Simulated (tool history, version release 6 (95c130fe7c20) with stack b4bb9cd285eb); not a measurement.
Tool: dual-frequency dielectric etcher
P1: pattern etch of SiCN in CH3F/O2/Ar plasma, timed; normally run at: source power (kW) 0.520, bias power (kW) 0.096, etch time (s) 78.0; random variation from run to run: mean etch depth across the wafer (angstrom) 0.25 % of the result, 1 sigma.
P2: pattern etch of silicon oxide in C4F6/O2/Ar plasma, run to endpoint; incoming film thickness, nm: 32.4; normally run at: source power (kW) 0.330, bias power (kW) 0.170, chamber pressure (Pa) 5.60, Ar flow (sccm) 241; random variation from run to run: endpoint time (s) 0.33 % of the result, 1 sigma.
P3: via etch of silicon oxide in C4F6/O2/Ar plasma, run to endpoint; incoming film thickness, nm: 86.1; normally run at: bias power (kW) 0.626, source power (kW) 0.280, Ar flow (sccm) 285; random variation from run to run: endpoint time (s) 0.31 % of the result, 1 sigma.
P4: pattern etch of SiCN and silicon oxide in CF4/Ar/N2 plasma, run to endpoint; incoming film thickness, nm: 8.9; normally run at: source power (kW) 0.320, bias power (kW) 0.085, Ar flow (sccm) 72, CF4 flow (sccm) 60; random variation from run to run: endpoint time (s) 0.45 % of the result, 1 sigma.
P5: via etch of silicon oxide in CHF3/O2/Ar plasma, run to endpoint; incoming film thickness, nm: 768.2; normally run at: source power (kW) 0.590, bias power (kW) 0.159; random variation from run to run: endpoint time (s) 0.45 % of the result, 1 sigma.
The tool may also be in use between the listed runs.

run	day	process that ran	source power (kW)	bias power (kW)	etch time (s)	Ar flow (sccm)	CF4 flow (sccm)	chamber pressure (Pa)	hours since the last wet clean	hours since the last source power generator calibration	hours since the last bias power generator calibration	mean etch depth across the wafer (angstrom)	endpoint time (s)
1	0.362	P1	0.520	0.096	78.0				404.6	2005.9	2075.3	351.89	
2	0.712	P4	0.320	0.085		72	60		413.0	2014.3	2083.7		12.6690
3	1.262	P5	0.590	0.223					426.2	2027.5	2096.9		356.9600
4	2.000	P1	0.690	0.096	62.5				443.9	2045.2	2114.6	312.64	
5	2.650	P1	0.520	0.096	78.0				459.5	2060.8	2130.2	353.25	
6	3.371	P3	0.280	0.626		218			476.8	2078.1	2147.5		18.8510
7	4.071	P1	0.520	0.096	78.0				493.6	2094.9	2164.3	352.94	
8	4.662	P2	0.330	0.106		241		5.60	507.8	2109.1	2178.5		12.8680
9	5.375	P3	0.280	0.394		285			524.9	2126.2	2195.6		23.3070
10	5.700	P5	0.590	0.159					532.7	2134.0	2203.4		402.6700
11	6.092	P1	0.520	0.078	105.0				542.1	2143.4	2212.8	440.36	
12	6.708	P1	0.660	0.096	78.0				556.9	2158.2	2227.6	384.14	
13	7.283	P1	0.400	0.096	59.5				570.7	2172.0	2241.4	243.08	
14	7.825	P4	0.320	0.116		72	60		583.7	2185.0	2254.4		11.3130
15	8.325	P1	0.520	0.096	78.0				595.7	2197.0	2266.4	351.76	
16	8.825	P1	0.520	0.096	78.0				607.7	2209.0	2278.4	354.39	
17	9.496	P5	0.750	0.159					623.8	2225.1	2294.5		367.2300
18	9.942	P3	0.280	0.626		285			634.5	2235.8	2305.2		19.5910
19	10.292	P4	0.320	0.085		94	60		642.9	2244.2	2313.6		13.0920
20	10.750	P2	0.330	0.170		296		5.60	653.9	2255.2	2324.6		11.4400
21	11.162	P1	0.400	0.096	78.0				663.8	2265.1	2334.5	319.24	
22	11.538	P4	0.320	0.085		72	40		672.8	2274.1	2343.5		13.5190
23	11.979	P2	0.330	0.170		241		7.80	683.4	2284.7	2354.1		11.5600
24	12.533	P1	0.520	0.096	95.0				696.7	2298.0	2367.4	428.79	
25	13.075	P5	0.590	0.159					709.7	2311.0	2380.4		401.1100
# day 13.508: wet clean of the chamber
26	13.792	P3	0.390	0.626		285			6.8	2328.2	2397.6		17.3120
27	14.267	P2	0.460	0.170		241		5.60	18.2	2339.6	2409.0		9.7416
28	14.854	P1	0.520	0.064	78.0				32.3	2353.7	2423.1	305.41	
29	15.229	P2	0.330	0.170		241		5.60	41.3	2362.7	2432.1		11.1100
30	15.675	P1	0.520	0.096	78.0				52.0	2373.4	2442.8	353.85	
31	16.325	P1	0.520	0.096	49.5				67.6	2389.0	2458.4	224.39	
# day 16.383: bias power generator calibrated
32	16.725	P2	0.330	0.170		241		5.60	77.2	2398.6	8.2		11.2100
33	17.362	P1	0.520	0.130	78.0				92.5	2413.9	23.5	394.95	
34	17.967	P4	0.450	0.085		72	60		107.0	2428.4	38.0		9.3898
35	18.417	P1	0.520	0.096	78.0				117.8	2439.2	48.8	351.33	
36	19.021	P1	0.520	0.096	78.0				132.3	2453.7	63.3	355.14	
37	19.454	P1	0.520	0.096	78.0				142.7	2464.1	73.7	354.90	
38	20.146	P1	0.520	0.096	78.0				159.3	2480.7	90.3	357.74	
# day 20.408: wet clean of the chamber
39	20.662	P1	0.520	0.096	78.0				6.2	2493.1	102.7	356.68	
40	21.038	P1	0.520	0.096	78.0				15.2	2502.1	111.7	356.89	
41	21.612	P1	0.520	0.096	78.0				29.0	2515.9	125.5	358.54	

What P1 gives has crept away from where it was. These 2 causes fit the log equally well, each at the size given:
A: bias power that arrives over what is set, % = 3.93
B: source power that arrives over what is set, % = 3.9
The creep began at about day 18.417.
Why every other cause is out:
chamber walls in a state that raises the etch rate, %: serviced at day 20.408, which brought nothing back

4 check runs are offered, each on 3 wafers whose results are averaged, their results left as question marks. Which one tells the causes apart?
check 1	22.188	P4	0.390	0.085		72	60						?
check 2	22.188	P3	0.320	0.448		285							?
check 3	22.188	P5	0.720	0.182									?
check 4	22.188	P2	0.330	0.113		241		5.60					?

What each check would give under each cause:
check	result	if A	if B
check 1	endpoint time (s)	10.5660	10.3530
check 2	endpoint time (s)	20.8410	20.8470
check 3	endpoint time (s)	350.0900	349.4600
check 4	endpoint time (s)	12.4540	12.4020
How far apart the two closest causes lie, in the result that separates them most: check 1 2.04 %; check 2 0.03 %; check 3 0.18 %; check 4 0.42 %
Only check 1 tells the causes apart: in the others they would give nearly the same result.

Then check 1 was run and gave: endpoint time (s) 10.3900. Which cause is it?

It is B: source power that arrives over what is set, %.
